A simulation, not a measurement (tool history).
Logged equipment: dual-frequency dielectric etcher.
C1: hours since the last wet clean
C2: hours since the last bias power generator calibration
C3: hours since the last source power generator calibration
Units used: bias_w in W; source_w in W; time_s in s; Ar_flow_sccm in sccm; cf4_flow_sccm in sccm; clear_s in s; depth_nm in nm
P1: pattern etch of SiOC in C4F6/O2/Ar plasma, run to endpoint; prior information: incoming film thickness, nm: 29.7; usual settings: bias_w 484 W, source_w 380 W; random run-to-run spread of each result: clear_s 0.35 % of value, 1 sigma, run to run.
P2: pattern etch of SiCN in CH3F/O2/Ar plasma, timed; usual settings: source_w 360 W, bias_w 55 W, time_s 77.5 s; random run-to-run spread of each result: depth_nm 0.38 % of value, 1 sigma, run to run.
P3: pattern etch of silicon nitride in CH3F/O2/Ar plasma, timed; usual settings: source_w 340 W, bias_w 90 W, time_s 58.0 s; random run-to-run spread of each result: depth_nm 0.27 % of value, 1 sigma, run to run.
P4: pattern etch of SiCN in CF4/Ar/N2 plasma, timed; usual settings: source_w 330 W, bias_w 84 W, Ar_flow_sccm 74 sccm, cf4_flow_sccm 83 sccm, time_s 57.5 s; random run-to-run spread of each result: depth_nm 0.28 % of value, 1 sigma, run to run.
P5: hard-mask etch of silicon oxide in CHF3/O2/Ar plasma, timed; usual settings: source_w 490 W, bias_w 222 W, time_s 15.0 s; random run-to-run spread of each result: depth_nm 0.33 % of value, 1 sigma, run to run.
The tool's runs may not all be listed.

{"run": 1, "day": 0.583, "process": "P1", "bias_w": 484, "source_w": 380, "C1": 299.1, "C2": 438.0, "C3": 628.8, "clear_s": 10.441}
{"run": 2, "day": 1.054, "process": "P1", "bias_w": 484, "source_w": 290, "C1": 310.4, "C2": 449.3, "C3": 640.1, "clear_s": 11.546}
{"run": 3, "day": 1.717, "process": "P1", "bias_w": 394, "source_w": 270, "C1": 326.3, "C2": 465.2, "C3": 656.0, "clear_s": 12.846}
{"run": 4, "day": 2.367, "process": "P1", "bias_w": 305, "source_w": 310, "C1": 341.9, "C2": 480.8, "C3": 671.6, "clear_s": 13.286}
{"run": 5, "day": 2.938, "process": "P1", "bias_w": 392, "source_w": 380, "C1": 355.6, "C2": 494.5, "C3": 685.3, "clear_s": 11.279}
{"run": 6, "day": 3.6, "process": "P3", "bias_w": 90, "source_w": 340, "time_s": 58.0, "C1": 371.5, "C2": 510.4, "C3": 701.2, "depth_nm": 41.803}
{"run": 7, "day": 4.229, "process": "P4", "bias_w": 84, "source_w": 330, "time_s": 80.0, "Ar_flow_sccm": 74, "cf4_flow_sccm": 83, "C1": 386.6, "C2": 525.5, "C3": 716.3, "depth_nm": 59.232}
{"run": 8, "day": 4.783, "process": "P2", "bias_w": 55, "source_w": 360, "time_s": 96.5, "C1": 399.9, "C2": 538.8, "C3": 729.6, "depth_nm": 31.735}
{"run": 9, "day": 5.146, "process": "P4", "bias_w": 84, "source_w": 330, "time_s": 57.5, "Ar_flow_sccm": 74, "cf4_flow_sccm": 83, "C1": 408.6, "C2": 547.5, "C3": 738.3, "depth_nm": 42.72}
{"run": 10, "day": 5.55, "process": "P5", "bias_w": 222, "source_w": 590, "time_s": 15.0, "C1": 418.3, "C2": 557.2, "C3": 748.0, "depth_nm": 31.347}
{"run": 11, "day": 6.042, "process": "P4", "bias_w": 84, "source_w": 230, "time_s": 57.5, "Ar_flow_sccm": 74, "cf4_flow_sccm": 83, "C1": 430.1, "C2": 569.0, "C3": 759.8, "depth_nm": 31.003}
{"run": 12, "day": 6.488, "process": "P3", "bias_w": 108, "source_w": 340, "time_s": 58.0, "C1": 440.8, "C2": 579.7, "C3": 770.5, "depth_nm": 44.609}
{"run": 13, "day": 6.942, "process": "P3", "bias_w": 90, "source_w": 340, "time_s": 58.0, "C1": 451.7, "C2": 590.6, "C3": 781.4, "depth_nm": 42.062}
{"run": 14, "day": 7.692, "process": "P2", "bias_w": 55, "source_w": 450, "time_s": 77.5, "C1": 469.7, "C2": 608.6, "C3": 799.4, "depth_nm": 27.824}
{"run": 15, "day": 8.3, "process": "P1", "bias_w": 607, "source_w": 230, "C1": 484.3, "C2": 623.2, "C3": 814.0, "clear_s": 11.478}
{"run": 16, "day": 8.829, "process": "P2", "bias_w": 55, "source_w": 360, "time_s": 77.5, "C1": 497.0, "C2": 635.9, "C3": 826.7, "depth_nm": 25.437}
{"run": 17, "day": 9.308, "process": "P4", "bias_w": 115, "source_w": 330, "time_s": 57.5, "Ar_flow_sccm": 74, "cf4_flow_sccm": 83, "C1": 508.5, "C2": 647.4, "C3": 838.2, "depth_nm": 47.445}
{"run": 18, "day": 9.704, "process": "P2", "bias_w": 69, "source_w": 360, "time_s": 77.5, "C1": 518.0, "C2": 656.9, "C3": 847.7, "depth_nm": 27.482}
{"run": 19, "day": 10.312, "process": "P5", "bias_w": 137, "source_w": 490, "time_s": 15.0, "C1": 532.6, "C2": 671.5, "C3": 862.3, "depth_nm": 24.681}
{"run": 20, "day": 10.854, "process": "P4", "bias_w": 84, "source_w": 330, "time_s": 57.5, "Ar_flow_sccm": 74, "cf4_flow_sccm": 83, "C1": 545.6, "C2": 684.5, "C3": 875.3, "depth_nm": 42.411}
{"run": 21, "day": 11.404, "process": "P1", "bias_w": 484, "source_w": 380, "C1": 558.8, "C2": 697.7, "C3": 888.5, "clear_s": 10.554}
{"run": 22, "day": 12.171, "process": "P3", "bias_w": 90, "source_w": 340, "time_s": 72.0, "C1": 577.2, "C2": 716.1, "C3": 906.9, "depth_nm": 51.88}
{"run": 23, "day": 12.788, "process": "P1", "bias_w": 484, "source_w": 380, "C1": 592.0, "C2": 730.9, "C3": 921.7, "clear_s": 10.497}
{"run": 24, "day": 13.388, "process": "P4", "bias_w": 84, "source_w": 330, "time_s": 57.5, "Ar_flow_sccm": 74, "cf4_flow_sccm": 109, "C1": 606.4, "C2": 745.3, "C3": 936.1, "depth_nm": 43.775}
{"run": 25, "day": 14.0, "process": "P5", "bias_w": 222, "source_w": 490, "time_s": 20.5, "C1": 621.1, "C2": 760.0, "C3": 950.8, "depth_nm": 39.674}
{"run": 26, "day": 14.612, "process": "P5", "bias_w": 222, "source_w": 490, "time_s": 15.0, "C1": 635.8, "C2": 774.7, "C3": 965.5, "depth_nm": 29.351}
{"run": 27, "day": 15.358, "process": "P3", "bias_w": 90, "source_w": 440, "time_s": 58.0, "C1": 653.7, "C2": 792.6, "C3": 983.4, "depth_nm": 46.069}
{"run": 28, "day": 15.812, "process": "P1", "bias_w": 484, "source_w": 380, "C1": 664.6, "C2": 803.5, "C3": 994.3, "clear_s": 10.44}
{"run": 29, "day": 16.333, "process": "P1", "bias_w": 484, "source_w": 380, "C1": 677.1, "C2": 816.0, "C3": 1006.8, "clear_s": 10.498}
{"run": 30, "day": 17.004, "process": "P1", "bias_w": 661, "source_w": 380, "C1": 693.2, "C2": 832.1, "C3": 1022.9, "clear_s": 9.2467}
{"run": 31, "day": 17.408, "process": "P1", "bias_w": 484, "source_w": 500, "C1": 702.9, "C2": 841.8, "C3": 1032.6, "clear_s": 9.4311}
{"run": 32, "day": 18.104, "process": "P1", "bias_w": 484, "source_w": 380, "C1": 719.6, "C2": 858.5, "C3": 1049.3, "clear_s": 10.445}
{"run": 33, "day": 18.754, "process": "P4", "bias_w": 84, "source_w": 330, "time_s": 57.5, "Ar_flow_sccm": 103, "cf4_flow_sccm": 83, "C1": 735.2, "C2": 874.1, "C3": 1064.9, "depth_nm": 40.745}
{"run": 34, "day": 19.221, "process": "P2", "bias_w": 55, "source_w": 360, "time_s": 77.5, "C1": 746.4, "C2": 885.3, "C3": 1076.1, "depth_nm": 25.521}
{"run": 35, "day": 19.704, "process": "P1", "bias_w": 484, "source_w": 380, "C1": 758.0, "C2": 896.9, "C3": 1087.7, "clear_s": 10.403}
{"run": 36, "day": 20.292, "process": "P1", "bias_w": 484, "source_w": 380, "C1": 772.1, "C2": 911.0, "C3": 1101.8, "clear_s": 10.345}
{"run": 37, "day": 20.904, "process": "P1", "bias_w": 484, "source_w": 380, "C1": 786.8, "C2": 925.7, "C3": 1116.5, "clear_s": 10.403}
{"run": 38, "day": 21.633, "process": "P1", "bias_w": 484, "source_w": 380, "C1": 804.3, "C2": 943.2, "C3": 1134.0, "clear_s": 10.291}
{"run": 39, "day": 22.333, "process": "P1", "bias_w": 484, "source_w": 380, "C1": 821.1, "C2": 960.0, "C3": 1150.8, "clear_s": 10.198}
{"day": 22.458, "done": "wet clean of the chamber"}
{"run": 40, "day": 22.704, "process": "P1", "bias_w": 484, "source_w": 380, "C1": 6.0, "C2": 968.9, "C3": 1159.7, "clear_s": 10.317}
{"run": 41, "day": 23.267, "process": "P1", "bias_w": 484, "source_w": 380, "C1": 19.5, "C2": 982.4, "C3": 1173.2, "clear_s": 10.289}
{"run": 42, "day": 23.783, "process": "P1", "bias_w": 484, "source_w": 380, "C1": 31.9, "C2": 994.8, "C3": 1185.6, "clear_s": 10.306}
{"run": 43, "day": 24.475, "process": "P1", "bias_w": 484, "source_w": 380, "C1": 48.5, "C2": 1011.4, "C3": 1202.2, "clear_s": 10.295}
{"run": 44, "day": 24.867, "process": "P1", "bias_w": 484, "source_w": 380, "C1": 57.9, "C2": 1020.8, "C3": 1211.6, "clear_s": 10.324}
{"run": 45, "day": 25.3, "process": "P1", "bias_w": 484, "source_w": 380, "C1": 68.3, "C2": 1031.2, "C3": 1222.0, "clear_s": 10.256}

The log shows P1 creeping away from where it was. Any of the 2 causes listed here, at the size stated for it, fits the log just as well as the others:
A: bias power that arrives over what is set, % = 4.81
B: source power that arrives over what is set, % = 4.87
Creep in the process output first set in at about day 19.704.
All other causes, with the reason each is excluded:
chamber walls in a state that raises the etch rate, %: its service at day 22.458 followed the start of the drift and did not put the process back to its old value

Listed below are the offered check runs, one wafer per run, with question marks in place of results. For which of them would the causes give clearly different outcomes?
{"run": "check 1", "day": 25.733, "process": "P3", "bias_w": 90, "source_w": 340, "time_s": 58.0, "depth_nm": "?"}
{"run": "check 2", "day": 25.733, "process": "P2", "bias_w": 55, "source_w": 360, "time_s": 77.5, "depth_nm": "?"}
{"run": "check 3", "day": 25.733, "process": "P5", "bias_w": 222, "source_w": 490, "time_s": 15.0, "depth_nm": "?"}
{"run": "check 4", "day": 25.733, "process": "P4", "bias_w": 84, "source_w": 330, "time_s": 57.5, "Ar_flow_sccm": 74, "cf4_flow_sccm": 83, "depth_nm": "?"}

Predicted outcomes, by check and by cause:
check=check_1 result=depth_nm if_A=42.528 if_B=42.554
check=check_2 result=depth_nm if_A=25.916 if_B=25.977
check=check_3 result=depth_nm if_A=29.643 if_B=29.678
check=check_4 result=depth_nm if_A=43.278 if_B=44.402
Minimum pairwise separation of causes per check, each pair taken at its best-separating result: check 1 0.06 %; check 2 0.24 %; check 3 0.12 %; check 4 2.56 %
Only check 4 tells the causes apart: in the others they would give nearly the same result.

The results of check 4 are: depth_nm 44.243 nm. Based on these, which of the listed causes is it?

B is the cause: source power that arrives over what is set, %.
